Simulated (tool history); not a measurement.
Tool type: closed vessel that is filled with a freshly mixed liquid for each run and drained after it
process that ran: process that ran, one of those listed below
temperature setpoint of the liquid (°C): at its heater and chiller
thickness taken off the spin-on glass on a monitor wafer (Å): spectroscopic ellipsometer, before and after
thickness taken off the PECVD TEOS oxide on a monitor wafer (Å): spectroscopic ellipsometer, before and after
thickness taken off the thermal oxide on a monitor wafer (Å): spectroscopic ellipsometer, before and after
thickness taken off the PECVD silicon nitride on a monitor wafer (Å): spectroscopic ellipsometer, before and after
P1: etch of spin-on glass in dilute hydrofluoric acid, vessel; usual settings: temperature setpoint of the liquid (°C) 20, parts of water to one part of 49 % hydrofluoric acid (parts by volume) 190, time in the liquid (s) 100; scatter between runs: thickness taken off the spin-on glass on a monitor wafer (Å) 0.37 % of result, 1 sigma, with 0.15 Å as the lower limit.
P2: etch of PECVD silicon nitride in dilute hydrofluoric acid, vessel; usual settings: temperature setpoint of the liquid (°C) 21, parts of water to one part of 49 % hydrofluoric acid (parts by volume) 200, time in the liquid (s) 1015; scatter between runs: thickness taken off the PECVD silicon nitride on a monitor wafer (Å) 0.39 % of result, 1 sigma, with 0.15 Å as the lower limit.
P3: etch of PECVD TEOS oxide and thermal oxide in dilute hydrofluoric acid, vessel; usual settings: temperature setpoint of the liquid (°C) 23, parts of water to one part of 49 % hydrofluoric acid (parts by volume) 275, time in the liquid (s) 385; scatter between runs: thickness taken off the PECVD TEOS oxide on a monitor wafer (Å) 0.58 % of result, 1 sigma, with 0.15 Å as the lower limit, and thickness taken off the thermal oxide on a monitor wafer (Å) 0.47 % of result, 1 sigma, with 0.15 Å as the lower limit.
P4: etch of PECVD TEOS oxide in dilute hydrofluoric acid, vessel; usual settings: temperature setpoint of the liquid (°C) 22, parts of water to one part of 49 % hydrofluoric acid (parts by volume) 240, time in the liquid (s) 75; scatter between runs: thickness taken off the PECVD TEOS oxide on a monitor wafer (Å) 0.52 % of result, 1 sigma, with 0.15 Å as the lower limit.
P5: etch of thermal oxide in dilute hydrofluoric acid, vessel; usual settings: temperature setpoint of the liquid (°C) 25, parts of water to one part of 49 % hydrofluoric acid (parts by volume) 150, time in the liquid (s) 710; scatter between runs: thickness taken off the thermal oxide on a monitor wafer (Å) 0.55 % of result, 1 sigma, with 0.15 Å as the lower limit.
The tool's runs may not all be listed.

| run | day | process that ran | temperature setpoint of the liquid (°C) | parts of water to one part of 49 % hydrofluoric acid (parts by volume) | time in the liquid (s) | hours since the thermometer was replaced | hours since the hydrofluoric acid flow meter was replaced | thickness taken off the spin-on glass on a monitor wafer (Å) | thickness taken off the PECVD TEOS oxide on a monitor wafer (Å) | thickness taken off the thermal oxide on a monitor wafer (Å) | thickness taken off the PECVD silicon nitride on a monitor wafer (Å) |
|---|---|---|---|---|---|---|---|---|---|---|---|
| 1 | 0.508 | P1 | 20 | 190 | 100 | 967.5 | 325.4 | 121.14 |  |  |  |
| 2 | 0.896 | P3 | 17 | 275 | 385 | 976.8 | 334.7 |  | 107.47 | 42.354 |  |
| 3 | 1.142 | P4 | 22 | 240 | 75 | 982.7 | 340.6 |  | 54.813 |  |  |
| 4 | 1.517 | P3 | 23 | 275 | 385 | 991.7 | 349.6 |  | 135.31 | 52.75 |  |
| 5 | 1.829 | P1 | 23.5 | 190 | 100 | 999.2 | 357.1 | 138.92 |  |  |  |
| 6 | 2.283 | P4 | 22 | 240 | 75 | 1010.1 | 368 |  | 54.824 |  |  |
| 7 | 2.554 | P5 | 25 | 150 | 710 | 1016.6 | 374.5 |  |  | 219.49 |  |
| 8 | 3.038 | P1 | 20 | 290 | 100 | 1028.2 | 386.1 | 72.424 |  |  |  |
| 9 | 3.554 | P1 | 20 | 80 | 30 | 1040.6 | 398.5 | 97.236 |  |  |  |
| 10 | 3.962 | P1 | 20 | 190 | 100 | 1050.4 | 408.3 | 120.71 |  |  |  |
| 11 | 4.383 | P1 | 17 | 90 | 100 | 1060.5 | 418.4 | 251.96 |  |  |  |
| 12 | 4.908 | P2 | 21 | 300 | 1015 | 1073.1 | 431 |  |  |  | 138.53 |
| 13 | 5.258 | P2 | 21 | 200 | 450 | 1081.5 | 439.4 |  |  |  | 91.19 |
| 14 | 5.525 | P5 | 25 | 150 | 1330 | 1087.9 | 445.8 |  |  | 407.91 |  |
| 15 | 6.046 | P4 | 27 | 240 | 75 | 1100.4 | 458.3 |  | 65.622 |  |  |
| 16 | 6.454 | P1 | 17 | 330 | 100 | 1110.2 | 468.1 | 54.889 |  |  |  |
| 17 | 6.983 | P2 | 21 | 200 | 1015 | 1122.9 | 480.8 |  |  |  | 206.28 |
| 18 | 7.292 | P5 | 21 | 150 | 710 | 1130.3 | 488.2 |  |  | 187.99 |  |
| 19 | 7.771 | P5 | 25 | 220 | 710 | 1141.8 | 499.7 |  |  | 139.93 |  |
| 20 | 8.158 | P1 | 20 | 190 | 100 | 1151.1 | 509 | 120.35 |  |  |  |
| 21 | 8.421 | P4 | 22 | 240 | 120 | 1157.4 | 515.3 |  | 88.468 |  |  |
| 22 | 8.658 | P1 | 20 | 190 | 100 | 1163.1 | 521 | 120.41 |  |  |  |
| 23 | 9.112 | P1 | 20 | 95 | 100 | 1174 | 531.9 | 266.46 |  |  |  |
| 24 | 9.625 | P3 | 23 | 275 | 590 | 1186.3 | 544.2 |  | 207.58 | 80.433 |  |
| 25 | 10.021 | P3 | 23 | 95 | 385 | 1195.8 | 553.7 |  | 475.17 | 185.6 |  |
| 26 | 10.292 | P4 | 22 | 110 | 75 | 1202.3 | 560.2 |  | 137.91 |  |  |
| 27 | 10.754 | P1 | 20 | 190 | 195 | 1213.4 | 571.3 | 235.78 |  |  |  |
| 28 | 11.212 | P2 | 17 | 200 | 1015 | 1224.4 | 582.3 |  |  |  | 158.29 |
| 29 | 11.733 | P1 | 20 | 190 | 50 | 1236.9 | 594.8 | 60.585 |  |  |  |
| 30 | 12.062 | P1 | 20 | 190 | 100 | 1244.8 | 602.7 | 121.24 |  |  |  |
| 31 | 12.454 | P1 | 17 | 190 | 100 | 1254.2 | 612.1 | 108.39 |  |  |  |
| 32 | 12.733 | P1 | 20 | 190 | 100 | 1260.9 | 618.8 | 121.27 |  |  |  |
| 33 | 13.196 | P1 | 20 | 190 | 100 | 1272 | 629.9 | 123.64 |  |  |  |
| 34 | 13.738 | P1 | 20 | 190 | 100 | 1285 | 642.9 | 127.23 |  |  |  |
| 35 | 14.15 | P1 | 20 | 190 | 100 | 1294.9 | 652.8 | 128.47 |  |  |  |
| 36 | 14.692 | P1 | 20 | 190 | 100 | 1307.9 | 665.8 | 128.81 |  |  |  |
| 37 | 15.092 | P1 | 20 | 190 | 100 | 1317.5 | 675.4 | 130.66 |  |  |  |
| 38 | 15.4 | P1 | 20 | 190 | 100 | 1324.9 | 682.8 | 129.51 |  |  |  |
| 39 | 15.638 | P1 | 20 | 190 | 100 | 1330.6 | 688.5 | 129.72 |  |  |  |
| 40 | 16.029 | P1 | 20 | 190 | 100 | 1340 | 697.9 | 130.56 |  |  |  |
| 41 | 16.567 | P1 | 20 | 190 | 100 | 1352.9 | 710.8 | 130.61 |  |  |  |
| 42 | 17.062 | P1 | 20 | 190 | 100 | 1364.8 | 722.7 | 130.81 |  |  |  |

P1 no longer gives what it gave before; its output has crept away from where it was. The following 2 causes, each at its listed size, fit the log equally well:
A: hydrofluoric acid flow above the setpoint (%) = 6.71
B: liquid hotter than its thermometer reads (K) = 2
The gradual shift began around day 12.733.

Each of the 4 check runs below uses one wafer; its results are left as question marks. Which run tells the causes apart?
| check 1 | 17.558 | P4 | 22 | 115 | 120 |  |  |  | ? |  |  |
| check 2 | 17.558 | P2 | 17 | 200 | 475 |  |  |  |  |  | ? |
| check 3 | 17.558 | P3 | 17.5 | 145 | 385 |  |  |  | ? | ? |  |
| check 4 | 17.558 | P5 | 25 | 200 | 1300 |  |  |  |  | ? |  |

How each check would come out, cause by cause:
| check | result | if A | if B |
|---|---|---|---|
| check 1 | thickness taken off the PECVD TEOS oxide on a monitor wafer (Å) | 226.13 | 227.46 |
| check 2 | thickness taken off the PECVD silicon nitride on a monitor wafer (Å) | 78.714 | 84.539 |
| check 3 | thickness taken off the PECVD TEOS oxide on a monitor wafer (Å) | 253.59 | 255.37 |
| check 3 | thickness taken off the thermal oxide on a monitor wafer (Å) | 98.883 | 99.578 |
| check 4 | thickness taken off the thermal oxide on a monitor wafer (Å) | 307.62 | 305.59 |
Minimum pairwise separation of causes per check, each pair taken at its best-separating result: check 1 0.59 %; check 2 7.14 %; check 3 0.7 %; check 4 0.66 %
The other checks would show nearly matching results whichever cause is true, so check 2 is the only one that separates the causes.

Here is what check 2 returned: thickness taken off the PECVD silicon nitride on a monitor wafer (Å) 84.321. Which cause is it?

Of the candidate causes, it is B: liquid hotter than its thermometer reads (K).
